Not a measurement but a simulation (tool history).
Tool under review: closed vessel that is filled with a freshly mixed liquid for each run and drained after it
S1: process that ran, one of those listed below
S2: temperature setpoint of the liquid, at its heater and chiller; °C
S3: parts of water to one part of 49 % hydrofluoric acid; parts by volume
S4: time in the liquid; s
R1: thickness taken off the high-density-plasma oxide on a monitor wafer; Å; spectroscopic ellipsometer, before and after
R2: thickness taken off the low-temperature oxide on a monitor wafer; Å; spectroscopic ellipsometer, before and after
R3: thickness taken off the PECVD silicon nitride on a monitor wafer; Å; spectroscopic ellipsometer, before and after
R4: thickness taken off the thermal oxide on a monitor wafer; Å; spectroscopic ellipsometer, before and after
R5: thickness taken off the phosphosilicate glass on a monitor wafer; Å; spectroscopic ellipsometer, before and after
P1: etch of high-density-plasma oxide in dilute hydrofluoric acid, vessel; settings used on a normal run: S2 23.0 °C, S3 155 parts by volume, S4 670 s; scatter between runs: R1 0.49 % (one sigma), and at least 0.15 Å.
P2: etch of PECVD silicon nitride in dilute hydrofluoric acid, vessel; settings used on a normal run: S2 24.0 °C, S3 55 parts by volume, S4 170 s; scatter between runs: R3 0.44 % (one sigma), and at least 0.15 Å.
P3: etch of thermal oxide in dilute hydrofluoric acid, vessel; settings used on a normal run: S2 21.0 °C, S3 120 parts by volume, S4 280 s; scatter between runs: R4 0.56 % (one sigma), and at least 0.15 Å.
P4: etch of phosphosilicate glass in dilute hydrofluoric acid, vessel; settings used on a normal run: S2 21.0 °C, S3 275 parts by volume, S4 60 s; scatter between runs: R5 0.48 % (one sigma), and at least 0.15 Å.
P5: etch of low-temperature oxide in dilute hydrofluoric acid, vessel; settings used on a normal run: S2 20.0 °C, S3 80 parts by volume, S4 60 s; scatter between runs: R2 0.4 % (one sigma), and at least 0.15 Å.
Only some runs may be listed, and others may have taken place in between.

run,hour,S1,S2,S3,S4,R1,R2,R3,R4,R5
1,6.0,P1,23.0,155,670,442.45,,,,
2,12.8,P1,23.0,230,670,275.74,,,,
3,19.8,P5,20.0,80,60,,225.13,,,
4,26.6,P2,24.0,30,170,,,132.290,,
5,33.8,P1,23.0,35,670,2283.00,,,,
6,41.4,P3,21.0,120,495,,,,164.700,
7,47.5,P1,23.0,155,670,441.75,,,,
8,53.1,P4,21.0,275,60,,,,,295.54
9,62.0,P5,20.0,80,115,,436.27,,,
10,68.5,P2,29.5,55,170,,,105.190,,
11,73.9,P1,23.0,155,200,131.27,,,,
12,79.2,P1,23.0,155,670,444.79,,,,
13,86.6,P4,21.0,275,60,,,,,289.18
14,95.2,P4,21.0,275,30,,,,,145.84
15,101.6,P1,23.0,155,670,444.43,,,,
16,106.6,P3,21.0,120,280,,,,93.540,
17,110.9,P1,30.0,155,670,569.01,,,,
18,117.0,P5,20.0,80,60,,226.61,,,
19,124.2,P4,17.5,275,60,,,,,255.74
20,129.5,P2,24.0,55,170,,,73.554,,
21,133.7,P3,21.0,60,280,,,,199.870,
22,138.7,P1,23.0,155,1105,734.23,,,,
23,145.1,P4,21.0,140,60,,,,,660.11
24,151.6,P1,23.0,155,670,442.05,,,,
25,159.1,P5,24.5,80,60,,274.32,,,
26,165.3,P1,18.5,155,670,371.24,,,,
27,173.5,P1,23.0,155,670,440.46,,,,
28,179.5,P5,20.0,140,60,,121.49,,,
29,184.1,P1,23.0,230,215,88.35,,,,
30,191.7,P3,21.0,120,280,,,,93.397,
31,198.8,P3,28.5,120,280,,,,124.040,
32,206.3,P2,24.0,55,60,,,25.991,,
33,215.1,P1,23.0,155,670,444.96,,,,
34,222.0,P1,23.0,155,670,456.53,,,,

Run 35 has not been measured yet. What should we expect?
35,229.9,P1,23.0,155,670,?,,,,

{"run 35": {"R1": 465.25}}
